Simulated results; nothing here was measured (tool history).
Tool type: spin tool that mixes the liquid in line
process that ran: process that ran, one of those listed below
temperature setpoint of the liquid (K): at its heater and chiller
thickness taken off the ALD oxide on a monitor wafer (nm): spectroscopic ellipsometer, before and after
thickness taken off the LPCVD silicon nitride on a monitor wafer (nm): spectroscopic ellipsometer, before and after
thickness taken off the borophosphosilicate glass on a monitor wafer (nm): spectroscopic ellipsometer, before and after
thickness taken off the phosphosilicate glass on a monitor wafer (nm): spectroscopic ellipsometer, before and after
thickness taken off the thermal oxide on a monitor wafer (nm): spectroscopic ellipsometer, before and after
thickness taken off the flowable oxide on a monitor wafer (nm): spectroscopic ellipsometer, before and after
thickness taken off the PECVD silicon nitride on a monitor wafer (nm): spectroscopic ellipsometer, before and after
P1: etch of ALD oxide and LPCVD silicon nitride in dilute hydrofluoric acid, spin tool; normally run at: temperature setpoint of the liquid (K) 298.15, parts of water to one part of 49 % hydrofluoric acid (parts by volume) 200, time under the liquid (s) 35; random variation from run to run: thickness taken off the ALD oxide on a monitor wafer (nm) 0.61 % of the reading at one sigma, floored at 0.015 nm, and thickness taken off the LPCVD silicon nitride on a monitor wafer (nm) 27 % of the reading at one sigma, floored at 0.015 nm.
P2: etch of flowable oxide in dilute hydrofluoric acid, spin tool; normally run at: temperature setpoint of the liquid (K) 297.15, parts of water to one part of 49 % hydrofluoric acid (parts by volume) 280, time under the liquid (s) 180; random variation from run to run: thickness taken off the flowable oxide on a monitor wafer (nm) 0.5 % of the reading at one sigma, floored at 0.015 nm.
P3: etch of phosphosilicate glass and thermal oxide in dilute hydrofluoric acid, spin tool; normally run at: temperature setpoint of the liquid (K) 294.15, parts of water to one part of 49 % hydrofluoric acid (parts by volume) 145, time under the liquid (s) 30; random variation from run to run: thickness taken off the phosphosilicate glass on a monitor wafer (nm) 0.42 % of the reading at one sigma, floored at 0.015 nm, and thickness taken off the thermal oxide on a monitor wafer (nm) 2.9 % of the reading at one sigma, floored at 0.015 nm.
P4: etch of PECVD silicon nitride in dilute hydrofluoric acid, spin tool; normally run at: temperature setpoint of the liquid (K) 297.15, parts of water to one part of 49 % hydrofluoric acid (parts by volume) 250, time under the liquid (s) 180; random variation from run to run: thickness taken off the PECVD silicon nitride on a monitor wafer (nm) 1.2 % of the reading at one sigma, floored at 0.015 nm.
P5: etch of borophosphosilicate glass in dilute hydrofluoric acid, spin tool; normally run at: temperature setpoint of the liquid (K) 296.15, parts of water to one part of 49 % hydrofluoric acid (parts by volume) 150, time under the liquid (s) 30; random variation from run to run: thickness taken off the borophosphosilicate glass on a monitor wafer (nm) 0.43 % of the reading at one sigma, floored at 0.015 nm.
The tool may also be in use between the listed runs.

run   hour  process that ran  temperature setpoint of the liquid (K)  parts of water to one part of 49 % hydrofluoric acid (parts by volume)  time under the liquid (s)  hours since the thermometer was replaced  hours since the hydrofluoric acid flow meter was replaced  thickness taken off the ALD oxide on a monitor wafer (nm)  thickness taken off the LPCVD silicon nitride on a monitor wafer (nm)  thickness taken off the borophosphosilicate glass on a monitor wafer (nm)  thickness taken off the phosphosilicate glass on a monitor wafer (nm)  thickness taken off the thermal oxide on a monitor wafer (nm)  thickness taken off the flowable oxide on a monitor wafer (nm)  thickness taken off the PECVD silicon nitride on a monitor wafer (nm)
  1    3.8                P1                                  298.15                                                                     200                         35                                       338                                                      271.1                                                     3.9976                                                               0.065286
  2    6.9                P5                                  296.15                                                                     150                         30                                     341.1                                                      274.2                                                                                                                                                                                                        9.201
  3   11.2                P3                                  294.15                                                                     260                         30                                     345.4                                                      278.5                                                                                                                                                                                                                                                                              15.622                                                        0.42888
  4   15.8                P2                                  290.15                                                                     280                        180                                       350                                                      283.1                                                                                                                                                                                                                                                                                                                                                                                                               13.6
  5   20.6                P1                                  291.65                                                                     350                         35                                     354.8                                                      287.9                                                     1.5834                                                               0.034697
  6   24.3                P3                                  294.15                                                                     145                         15                                     358.5                                                      291.6                                                                                                                                                                                                                                                                              15.837                                                        0.41945
  7     29                P1                                  298.15                                                                      75                         65                                     363.2                                                      296.3                                                     23.133                                                                 0.5686
  8   31.4                P2                                  297.15                                                                     280                        180                                     365.6                                                      298.7                                                                                                                                                                                                                                                                                                                                                                                                             17.535
  9     34                P4                                  290.15                                                                     250                        180                                     368.2                                                      301.3                                                                                                                                                                                                                                                                                                                                                                                                                                                                                    1.1835
 10   37.1                P3                                  300.65                                                                     145                         30                                     371.3                                                      304.4                                                                                                                                                                                                                                                                              40.481                                                         1.0601
 11   41.9                P1                                  292.65                                                                     200                         55                                     376.1                                                      309.2                                                     5.0759                                                                0.14643
 12   45.8                P5                                  296.15                                                                     150                         45                                       380                                                      313.1                                                                                                                                                                                                       13.729
 13   48.7                P2                                  297.15                                                                      65                        180                                     382.9                                                        316                                                                                                                                                                                                                                                                                                                                                                                                             96.654
 14   52.5                P1                                  298.15                                                                     200                         15                                     386.7                                                      319.8                                                     1.7041                                                               0.054745
 15   56.6                P5                                  296.15                                                                     150                         30                                     390.8                                                      323.9                                                                                                                                                                                                       9.1881
 16     61                P5                                  299.65                                                                     150                         30                                     395.2                                                      328.3                                                                                                                                                                                                       10.479
 17   63.2                P1                                  298.15                                                                     200                         35                                     397.4                                                      330.5                                                     4.0426                                                               0.097626
 18   67.8                P1                                  298.15                                                                     345                         35                                       402                                                      335.1                                                     2.0215                                                                0.06136
 19   70.7                P2                                  297.15                                                                     280                         30                                     404.9                                                        338                                                                                                                                                                                                                                                                                                                                                                                                             2.9075
 20     74                P1                                  298.15                                                                     200                         35                                     408.2                                                      341.3                                                     3.9905                                                               0.092778
 21   77.1                P1                                  298.15                                                                     200                         55                                     411.3                                                      344.4                                                     6.3324                                                                0.17628
 22   80.1                P4                                  297.15                                                                     120                        180                                     414.3                                                      347.4                                                                                                                                                                                                                                                                                                                                                                                                                                                                                     3.913
 23   82.6                P4                                  297.15                                                                     250                        330                                     416.8                                                      349.9                                                                                                                                                                                                                                                                                                                                                                                                                                                                                    3.4469
 24   85.6                P4                                  297.15                                                                     250                        180                                     419.8                                                      352.9                                                                                                                                                                                                                                                                                                                                                                                                                                                                                    1.9386
 25   90.1                P1                                  298.15                                                                     200                         35                                     424.3                                                      357.4                                                     3.9732                                                                0.11829
 26   93.7                P5                                  296.15                                                                     240                         30                                     427.9                                                        361                                                                                                                                                                                                       5.2328
 27   97.9                P1                                  298.15                                                                      35                         35                                     432.1                                                      365.2                                                     27.954                                                                0.25402
 28  102.5                P3                                  294.15                                                                     145                         30                                     436.7                                                      369.8                                                                                                                                                                                                                                                                              31.519                                                        0.85721
 29  106.8                P2                                  297.15                                                                     280                        180                                       441                                                      374.1                                                                                                                                                                                                                                                                                                                                                                                                             17.496
     107.1  -- thermometer replaced
 30  110.7                P1                                  302.15                                                                     200                         35                                       3.6                                                        378                                                     4.6844                                                                0.16467
 31  114.1                P4                                  297.15                                                                     250                        180                                         7                                                      381.4                                                                                                                                                                                                                                                                                                                                                                                                                                                                                    1.8901
 32  118.3                P1                                  290.15                                                                     200                         35                                      11.2                                                      385.6                                                      2.966                                                               0.035366
 33  121.2                P1                                  298.15                                                                     200                         35                                      14.1                                                      388.5                                                     4.0299                                                               0.072298
 34  123.5                P1                                  298.15                                                                     200                         35                                      16.4                                                      390.8                                                     3.9075                                                               0.040993
 35  127.5                P1                                  298.15                                                                     200                         35                                      20.4                                                      394.8                                                     3.8789                                                               0.099649
 36  131.9                P1                                  298.15                                                                     200                         35                                      24.8                                                      399.2                                                      3.836                                                               0.041269
 37  134.3                P1                                  298.15                                                                     200                         35                                      27.2                                                      401.6                                                     3.8159                                                                 0.1374
 38  137.1                P1                                  298.15                                                                     200                         35                                        30                                                      404.4                                                     3.7876                                                                0.11538
 39  141.5                P1                                  298.15                                                                     200                         35                                      34.4                                                      408.8                                                     3.7455                                                               0.096193
 40  144.4                P1                                  298.15                                                                     200                         35                                      37.3                                                      411.7                                                     3.8109                                                                0.11564
 41  147.4                P1                                  298.15                                                                     200                         35                                      40.3                                                      414.7                                                     3.7262                                                               0.065096
 42  152.1                P1                                  298.15                                                                     200                         35                                        45                                                      419.4                                                     3.7447                                                                0.08705

Something has made what P1 gives creep away from where it was; the 2 causes below, each at its own stated size, fit the log equally well:
A: hydrofluoric acid flow below the setpoint (%) = 5.44
B: liquid colder than its thermometer reads (K) = 1.86
The drift started at roughly hour 121.2.

Consider the 4 check runs below, whose results appear as question marks and each of which averages 3 wafers. Which one distinguishes the causes, in that each cause would give it a clearly different result?
check 1  156.8                P5                                  299.15                                                                     225                         30                                                                                                                                                                                                                                                                                                                 ?
check 2  156.8                P3                                  297.65                                                                     255                         30                                                                                                                                                                                                                                                                                                                                                                                        ?                                                              ?
check 3  156.8                P2                                  290.65                                                                     280                        180                                                                                                                                                                                                                                                                                                                                                                                                                                                                                                                       ?
check 4  156.8                P4                                  292.15                                                                     250                        280                                                                                                                                                                                                                                                                                                                                                                                                                                                                                                                                                                                              ?

What each check would give under each cause:
  check                                                                     result     if A     if B
check 1  thickness taken off the borophosphosilicate glass on a monitor wafer (nm)   5.8594   5.8779
check 2      thickness taken off the phosphosilicate glass on a monitor wafer (nm)    16.99    17.06
check 2              thickness taken off the thermal oxide on a monitor wafer (nm)  0.45571  0.45761
check 3             thickness taken off the flowable oxide on a monitor wafer (nm)   12.891   12.868
check 4      thickness taken off the PECVD silicon nitride on a monitor wafer (nm)   2.0339   1.8995
Smallest distance between any two causes, each pair judged by its most separating result, in per cent: check 1 0.32 %; check 2 0.42 %; check 3 0.18 %; check 4 6.84 %
Check 4 is the one run that separates the causes; every other check would come out nearly the same whichever cause is at work.

Check 4 was carried out, with these results: thickness taken off the PECVD silicon nitride on a monitor wafer (nm) 2.0319. Which of the listed causes is responsible?

The correct cause is A, namely: hydrofluoric acid flow below the setpoint (%).
